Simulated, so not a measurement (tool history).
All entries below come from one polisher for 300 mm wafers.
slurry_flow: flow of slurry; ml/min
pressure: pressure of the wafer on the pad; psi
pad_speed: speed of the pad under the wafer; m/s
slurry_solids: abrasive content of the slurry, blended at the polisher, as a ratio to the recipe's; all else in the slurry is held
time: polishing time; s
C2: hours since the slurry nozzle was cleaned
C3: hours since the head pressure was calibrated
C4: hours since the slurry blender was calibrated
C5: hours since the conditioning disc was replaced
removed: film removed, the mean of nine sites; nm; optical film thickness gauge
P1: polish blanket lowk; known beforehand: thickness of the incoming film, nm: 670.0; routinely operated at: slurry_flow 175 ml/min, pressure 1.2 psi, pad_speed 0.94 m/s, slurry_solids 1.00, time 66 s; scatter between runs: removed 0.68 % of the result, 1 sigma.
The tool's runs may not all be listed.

run 1 day=0.450 | slurry_flow=175 pressure=1.2 pad_speed=0.94 slurry_solids=1.00 time=66 | wafers_polished_on_this_pad=845 C2=139.7 C3=117.1 C4=54.1 C5=148.6 | removed=15.2860
run 2 day=0.800 | slurry_flow=175 pressure=1.2 pad_speed=1.20 slurry_solids=1.00 time=66 | wafers_polished_on_this_pad=898 C2=148.1 C3=125.5 C4=62.5 C5=157.0 | removed=18.5420
-- day=0.842 slurry nozzle cleaned
run 3 day=1.188 | slurry_flow=175 pressure=1.2 pad_speed=0.94 slurry_solids=1.00 time=95 | wafers_polished_on_this_pad=957 C2=8.3 C3=134.8 C4=71.8 C5=166.3 | removed=22.0650
run 4 day=1.496 | slurry_flow=175 pressure=1.2 pad_speed=0.94 slurry_solids=0.55 time=66 | wafers_polished_on_this_pad=1004 C2=15.7 C3=142.2 C4=79.2 C5=173.7 | removed=10.9240
run 5 day=1.825 | slurry_flow=175 pressure=1.2 pad_speed=0.94 slurry_solids=1.00 time=66 | wafers_polished_on_this_pad=1054 C2=23.6 C3=150.1 C4=87.1 C5=181.6 | removed=15.0860
run 6 day=2.121 | slurry_flow=175 pressure=1.2 pad_speed=0.54 slurry_solids=1.00 time=66 | wafers_polished_on_this_pad=1098 C2=30.7 C3=157.2 C4=94.2 C5=188.7 | removed=9.5911
run 7 day=2.542 | slurry_flow=245 pressure=1.2 pad_speed=0.94 slurry_solids=1.00 time=102 | wafers_polished_on_this_pad=1162 C2=40.8 C3=167.3 C4=104.3 C5=198.8 | removed=24.5070
run 8 day=2.942 | slurry_flow=175 pressure=1.9 pad_speed=0.94 slurry_solids=1.00 time=66 | wafers_polished_on_this_pad=1223 C2=50.4 C3=176.9 C4=113.9 C5=208.4 | removed=23.8870
run 9 day=3.371 | slurry_flow=250 pressure=1.2 pad_speed=0.94 slurry_solids=1.00 time=66 | wafers_polished_on_this_pad=1288 C2=60.7 C3=187.2 C4=124.2 C5=218.7 | removed=15.7700
run 10 day=3.721 | slurry_flow=175 pressure=1.2 pad_speed=0.94 slurry_solids=1.00 time=66 | wafers_polished_on_this_pad=1341 C2=69.1 C3=195.6 C4=132.6 C5=227.1 | removed=15.1520
run 11 day=4.008 | slurry_flow=175 pressure=1.2 pad_speed=0.94 slurry_solids=1.45 time=66 | wafers_polished_on_this_pad=1384 C2=76.0 C3=202.5 C4=139.5 C5=234.0 | removed=17.7600
run 12 day=4.417 | slurry_flow=175 pressure=0.6 pad_speed=0.94 slurry_solids=1.00 time=66 | wafers_polished_on_this_pad=1446 C2=85.8 C3=212.3 C4=149.3 C5=243.8 | removed=7.6272
run 13 day=4.846 | slurry_flow=175 pressure=1.2 pad_speed=0.94 slurry_solids=1.00 time=66 | wafers_polished_on_this_pad=1511 C2=96.1 C3=222.6 C4=159.6 C5=254.1 | removed=15.0100
run 14 day=5.158 | slurry_flow=175 pressure=1.2 pad_speed=0.94 slurry_solids=1.00 time=66 | wafers_polished_on_this_pad=1558 C2=103.6 C3=230.1 C4=167.1 C5=261.6 | removed=15.2080
run 15 day=5.525 | slurry_flow=175 pressure=1.2 pad_speed=0.94 slurry_solids=1.00 time=66 | wafers_polished_on_this_pad=1614 C2=112.4 C3=238.9 C4=175.9 C5=270.4 | removed=15.0200
run 16 day=5.808 | slurry_flow=120 pressure=1.2 pad_speed=0.94 slurry_solids=1.00 time=66 | wafers_polished_on_this_pad=1657 C2=119.2 C3=245.7 C4=182.7 C5=277.2 | removed=14.0910
run 17 day=6.038 | slurry_flow=175 pressure=1.2 pad_speed=0.94 slurry_solids=1.00 time=66 | wafers_polished_on_this_pad=1691 C2=124.7 C3=251.2 C4=188.2 C5=282.7 | removed=15.0800
run 18 day=6.333 | slurry_flow=175 pressure=1.2 pad_speed=0.94 slurry_solids=1.00 time=41 | wafers_polished_on_this_pad=1736 C2=131.8 C3=258.3 C4=195.3 C5=289.8 | removed=9.4854
run 19 day=6.671 | slurry_flow=175 pressure=1.2 pad_speed=0.94 slurry_solids=1.00 time=66 | wafers_polished_on_this_pad=1787 C2=139.9 C3=266.4 C4=203.4 C5=297.9 | removed=15.0930
run 20 day=7.058 | slurry_flow=175 pressure=1.2 pad_speed=0.94 slurry_solids=1.00 time=66 | wafers_polished_on_this_pad=1846 C2=149.2 C3=275.7 C4=212.7 C5=307.2 | removed=14.3430
run 21 day=7.362 | slurry_flow=175 pressure=1.2 pad_speed=0.94 slurry_solids=1.00 time=66 | wafers_polished_on_this_pad=1892 C2=156.5 C3=283.0 C4=220.0 C5=314.5 | removed=14.2150
run 22 day=7.692 | slurry_flow=175 pressure=1.2 pad_speed=0.94 slurry_solids=1.00 time=66 | wafers_polished_on_this_pad=1942 C2=164.4 C3=290.9 C4=227.9 C5=322.4 | removed=13.9240
-- day=7.967 conditioning disc replaced and pad reconditioned
run 23 day=8.021 | slurry_flow=175 pressure=1.2 pad_speed=0.94 slurry_solids=1.00 time=66 | wafers_polished_on_this_pad=1992 C2=172.3 C3=298.8 C4=235.8 C5=1.3 | removed=13.9650
-- day=8.242 head pressure recalibrated
run 24 day=8.312 | slurry_flow=175 pressure=1.2 pad_speed=0.94 slurry_solids=1.00 time=66 | wafers_polished_on_this_pad=2036 C2=179.3 C3=1.8 C4=242.8 C5=8.3 | removed=13.7180
run 25 day=8.638 | slurry_flow=175 pressure=1.2 pad_speed=0.94 slurry_solids=1.00 time=66 | wafers_polished_on_this_pad=2085 C2=187.1 C3=9.6 C4=250.6 C5=16.1 | removed=13.6680
run 26 day=8.875 | slurry_flow=175 pressure=1.2 pad_speed=0.94 slurry_solids=1.00 time=66 | wafers_polished_on_this_pad=2121 C2=192.8 C3=15.3 C4=256.3 C5=21.8 | removed=13.8550

Something has made what P1 gives creep away from where it was; the 3 causes below, each at its own stated size, fit the log equally well:
A: slurry flow missing at the pad, % = 39.3
B: removal rate lost through wear of the pad, % = 9.05
C: abrasive missing from the slurry, % = 18
The drift started at roughly day 6.671.
Why every other cause is out:
head's pressure below its setpoint, %: serviced at day 8.242, after the change had begun; the process did not return to its earlier output
time polished since the conditioner stopped cutting, s: serviced at day 7.967, after the change had begun; the process did not return to its earlier output

Consider the 4 check runs below, whose results appear as question marks and each of which averages 5 wafers. Which one distinguishes the causes, in that each cause would give it a clearly different result?
run check 1 day=9.112 | slurry_flow=175 pressure=0.7 pad_speed=0.94 slurry_solids=1.40 time=66 | removed=?
run check 2 day=9.112 | slurry_flow=235 pressure=1.2 pad_speed=0.94 slurry_solids=0.60 time=66 | removed=?
run check 3 day=9.112 | slurry_flow=175 pressure=1.8 pad_speed=0.94 slurry_solids=0.70 time=66 | removed=?
run check 4 day=9.112 | slurry_flow=175 pressure=0.6 pad_speed=0.94 slurry_solids=0.75 time=66 | removed=?

Expected result of each check under each candidate cause:
check=check_1 result=removed if_A=9.2415 if_B=9.2396 if_C=9.3899
check=check_2 result=removed if_A=11.2450 if_B=10.9920 if_C=10.7180
check=check_3 result=removed if_A=17.3060 if_B=17.3030 if_C=16.9970
check=check_4 result=removed if_A=5.9856 if_B=5.9844 if_C=5.8984
Minimum pairwise separation of causes per check, each pair taken at its best-separating result: check 1 0.02 %; check 2 2.28 %; check 3 0.02 %; check 4 0.02 %
Check 2 is the one run that separates the causes; every other check would come out nearly the same whichever cause is at work.

Check 2 was then run and gave: removed 10.9980 nm. Which cause is it?

Of the candidate causes, it is B: removal rate lost through wear of the pad, %.

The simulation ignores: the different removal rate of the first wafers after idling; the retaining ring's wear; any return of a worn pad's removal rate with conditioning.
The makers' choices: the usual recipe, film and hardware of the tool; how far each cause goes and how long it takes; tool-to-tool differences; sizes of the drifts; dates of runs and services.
